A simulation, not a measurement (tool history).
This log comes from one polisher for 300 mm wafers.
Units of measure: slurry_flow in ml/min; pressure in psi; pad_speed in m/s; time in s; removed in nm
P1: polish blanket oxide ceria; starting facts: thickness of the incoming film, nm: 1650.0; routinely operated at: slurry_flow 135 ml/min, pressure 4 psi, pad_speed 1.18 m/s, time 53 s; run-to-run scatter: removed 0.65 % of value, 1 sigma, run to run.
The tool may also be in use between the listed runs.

run,hour,slurry_flow,pressure,pad_speed,time,wafers polished on this pad,hours since the slurry nozzle was cleaned,hours since the head pressure was calibrated,removed
1,11.5,135,4,1.18,53,475,587.1,490.8,357.16
2,18,135,4,1.18,53,525,593.6,497.3,362.18
3,29.6,135,4,1.78,53,613,605.2,508.9,545.47
# hour 34.7: head pressure recalibrated
4,38.4,135,1.8,0.58,53,681,614,3.8,78.341
5,48.8,95,4,1.18,53,760,624.4,14.2,330.28
6,59,135,4,1.18,53,838,634.6,24.4,360.8
7,69.4,135,5.3,1.18,76,918,645,34.8,676.25
8,81.8,135,2.3,1.18,53,1012,657.4,47.2,207.54
9,91.5,135,4,1.18,24,1086,667.1,56.9,164.89
10,99.8,135,4,1.18,53,1150,675.4,65.2,355.86
11,108.8,135,4,1.18,53,1219,684.4,74.2,357.05
12,120.2,135,4,1.18,53,1306,695.8,85.6,357.38
13,132.9,175,4,1.18,53,1403,708.5,98.3,377.61
14,141.1,135,4,0.54,53,1466,716.7,106.5,164.08
15,151.1,135,4,1.18,79,1542,726.7,116.5,537.44
16,161.5,135,4,1.18,53,1622,737.1,126.9,364.61
17,172.3,135,6.2,1.18,53,1704,747.9,137.7,558.53
18,185.7,135,4,1.18,53,1806,761.3,151.1,362.46
19,193,135,4,1.18,53,1862,768.6,158.4,349.05
20,207.3,135,4,1.18,53,1972,782.9,172.7,334.91
21,218.4,135,4,1.18,53,2056,794,183.8,329.29
22,229.1,135,4,1.18,53,2138,804.7,194.5,330
# hour 233.1: head pressure recalibrated
23,238.7,135,4,1.18,53,2212,814.3,5.7,325.09
24,252.7,135,4,1.18,53,2319,828.3,19.7,324.68

Compared with where it was, what P1 gives has crept away. Each cause listed below fits the log as well as the rest, at the size given for it:
A: removal rate lost through wear of the pad, % = 9.35
B: slurry flow missing at the pad, % = 34.5
Creep in the process output first set in at about hour 185.7.
Why every other cause is out:
head's pressure below its setpoint, %: work on it at hour 233.1, done after the drift set in, did not restore what the process gave before

Of the 4 check runs below, each run on 3 wafers with the results averaged and each result still a question mark, which one would tell the listed causes apart?
check 1,266.7,135,4,0.68,53,,,,?
check 2,266.7,135,4,1.18,30,,,,?
check 3,266.7,135,6.1,1.18,53,,,,?
check 4,266.7,100,5,1.18,53,,,,?

If the cause were each of the candidates in turn, the checks would give the following:
check,result,if A,if B
check 1,removed,187.53,187.5
check 2,removed,184.2,184.17
check 3,removed,496.26,496.17
check 4,removed,380.85,369.74
Separation of the two closest causes in each check, using whichever result separates them best: check 1 0.02 %; check 2 0.02 %; check 3 0.02 %; check 4 2.96 %
Only in check 4 would the causes give clearly different results; in the remaining checks their results would be nearly the same.

Here is what check 4 returned: removed 368.57 nm. Which cause is it?

It is B: slurry flow missing at the pad, %.

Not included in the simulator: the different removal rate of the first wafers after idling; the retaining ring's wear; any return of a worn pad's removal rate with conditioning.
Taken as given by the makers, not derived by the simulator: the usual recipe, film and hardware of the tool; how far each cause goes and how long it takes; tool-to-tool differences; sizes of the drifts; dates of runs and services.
